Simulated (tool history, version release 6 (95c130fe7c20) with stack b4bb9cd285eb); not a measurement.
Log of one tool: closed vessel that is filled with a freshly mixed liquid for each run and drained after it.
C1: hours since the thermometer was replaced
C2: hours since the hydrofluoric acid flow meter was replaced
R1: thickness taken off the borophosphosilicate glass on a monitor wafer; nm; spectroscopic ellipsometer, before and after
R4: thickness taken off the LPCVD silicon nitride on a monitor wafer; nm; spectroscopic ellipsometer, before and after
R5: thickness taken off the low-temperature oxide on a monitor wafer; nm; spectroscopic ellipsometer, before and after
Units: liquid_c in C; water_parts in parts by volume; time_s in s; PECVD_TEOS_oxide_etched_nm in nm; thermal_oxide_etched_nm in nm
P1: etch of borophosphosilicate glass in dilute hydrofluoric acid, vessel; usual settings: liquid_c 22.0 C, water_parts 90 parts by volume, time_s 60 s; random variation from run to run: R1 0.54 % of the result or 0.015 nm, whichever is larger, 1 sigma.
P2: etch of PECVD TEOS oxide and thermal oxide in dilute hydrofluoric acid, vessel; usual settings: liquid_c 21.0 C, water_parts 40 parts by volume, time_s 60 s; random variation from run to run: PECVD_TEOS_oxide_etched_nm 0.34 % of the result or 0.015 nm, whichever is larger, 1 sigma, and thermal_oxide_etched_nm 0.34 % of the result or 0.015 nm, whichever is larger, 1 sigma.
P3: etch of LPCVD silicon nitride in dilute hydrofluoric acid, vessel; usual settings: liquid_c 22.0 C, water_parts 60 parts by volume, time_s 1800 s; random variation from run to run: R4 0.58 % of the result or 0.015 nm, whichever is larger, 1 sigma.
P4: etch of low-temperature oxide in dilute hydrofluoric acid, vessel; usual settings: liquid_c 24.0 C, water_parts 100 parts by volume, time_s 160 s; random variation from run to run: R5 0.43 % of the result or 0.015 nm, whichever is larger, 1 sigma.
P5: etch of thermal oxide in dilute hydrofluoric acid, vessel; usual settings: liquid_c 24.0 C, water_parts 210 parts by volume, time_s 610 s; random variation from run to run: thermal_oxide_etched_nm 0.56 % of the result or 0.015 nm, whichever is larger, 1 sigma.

Run 1, day 0.196: process P1, liquid_c 22.0 C, water_parts 90 parts by volume, time_s 60 s; C1 1043.5; C2 605.9. Result: R1 42.182 nm.
Run 2, day 0.404: process P1, liquid_c 22.0 C, water_parts 90 parts by volume, time_s 90 s; C1 1048.5; C2 610.9. Result: R1 62.651 nm.
Run 3, day 0.529: process P2, liquid_c 25.5 C, water_parts 40 parts by volume, time_s 60 s; C1 1051.5; C2 613.9. Result: PECVD_TEOS_oxide_etched_nm 33.433 nm, thermal_oxide_etched_nm 8.0577 nm.
Run 4, day 0.762: process P5, liquid_c 24.0 C, water_parts 210 parts by volume, time_s 180 s; C1 1057.1; C2 619.5. Result: thermal_oxide_etched_nm 3.5593 nm.
Run 5, day 0.904: process P3, liquid_c 22.0 C, water_parts 60 parts by volume, time_s 1800 s; C1 1060.5; C2 622.9. Result: R4 12.367 nm.
Run 6, day 1.017: process P1, liquid_c 27.0 C, water_parts 90 parts by volume, time_s 115 s; C1 1063.2; C2 625.6. Result: R1 98.977 nm.
Run 7, day 1.150: process P5, liquid_c 24.0 C, water_parts 295 parts by volume, time_s 610 s; C1 1066.4; C2 628.8. Result: thermal_oxide_etched_nm 7.8194 nm.
Run 8, day 1.279: process P1, liquid_c 22.0 C, water_parts 90 parts by volume, time_s 60 s; C1 1069.5; C2 631.9. Result: R1 42.272 nm.
Run 9, day 1.408: process P1, liquid_c 22.0 C, water_parts 90 parts by volume, time_s 60 s; C1 1072.6; C2 635.0. Result: R1 42.150 nm.
Run 10, day 1.642: process P5, liquid_c 30.0 C, water_parts 210 parts by volume, time_s 610 s; C1 1078.2; C2 640.6. Result: thermal_oxide_etched_nm 14.7210 nm.
Run 11, day 1.829: process P1, liquid_c 22.0 C, water_parts 90 parts by volume, time_s 60 s; C1 1082.7; C2 645.1. Result: R1 41.936 nm.
Run 12, day 1.983: process P1, liquid_c 17.0 C, water_parts 90 parts by volume, time_s 85 s; C1 1086.4; C2 648.8. Result: R1 48.268 nm.
Run 13, day 2.192: process P5, liquid_c 24.0 C, water_parts 210 parts by volume, time_s 610 s; C1 1091.4; C2 653.8. Result: thermal_oxide_etched_nm 11.8930 nm.
Run 14, day 2.388: process P1, liquid_c 17.0 C, water_parts 90 parts by volume, time_s 60 s; C1 1096.1; C2 658.5. Result: R1 34.223 nm.
Run 15, day 2.529: process P4, liquid_c 24.0 C, water_parts 100 parts by volume, time_s 160 s; C1 1099.5; C2 661.9. Result: R5 56.959 nm.
At day 2.562: thermometer replaced.
Run 16, day 2.721: process P1, liquid_c 22.0 C, water_parts 90 parts by volume, time_s 60 s; C1 3.9; C2 666.5. Result: R1 41.719 nm.
Run 17, day 2.829: process P2, liquid_c 21.0 C, water_parts 40 parts by volume, time_s 60 s; C1 6.5; C2 669.1. Result: PECVD_TEOS_oxide_etched_nm 27.547 nm, thermal_oxide_etched_nm 6.6165 nm.
Run 18, day 3.046: process P3, liquid_c 22.0 C, water_parts 60 parts by volume, time_s 1800 s; C1 11.7; C2 674.3. Result: R4 12.230 nm.
Run 19, day 3.233: process P1, liquid_c 26.5 C, water_parts 90 parts by volume, time_s 60 s; C1 16.2; C2 678.8. Result: R1 50.029 nm.
Run 20, day 3.379: process P3, liquid_c 27.5 C, water_parts 60 parts by volume, time_s 1800 s; C1 19.7; C2 682.3. Result: R4 17.709 nm.
Run 21, day 3.567: process P3, liquid_c 22.0 C, water_parts 60 parts by volume, time_s 2970 s; C1 24.2; C2 686.8. Result: R4 20.306 nm.
Run 22, day 3.725: process P1, liquid_c 22.0 C, water_parts 90 parts by volume, time_s 30 s; C1 28.0; C2 690.6. Result: R1 21.111 nm.

Run 23 comes next. What will it give?
Run 23, day 3.871: process P2, liquid_c 21.0 C, water_parts 40 parts by volume, time_s 115 s; C1 31.5; C2 694.1. Result: PECVD_TEOS_oxide_etched_nm ?, thermal_oxide_etched_nm ?.

{"run 23": {"PECVD_TEOS_oxide_etched_nm": 52.908, "thermal_oxide_etched_nm": 12.808}}

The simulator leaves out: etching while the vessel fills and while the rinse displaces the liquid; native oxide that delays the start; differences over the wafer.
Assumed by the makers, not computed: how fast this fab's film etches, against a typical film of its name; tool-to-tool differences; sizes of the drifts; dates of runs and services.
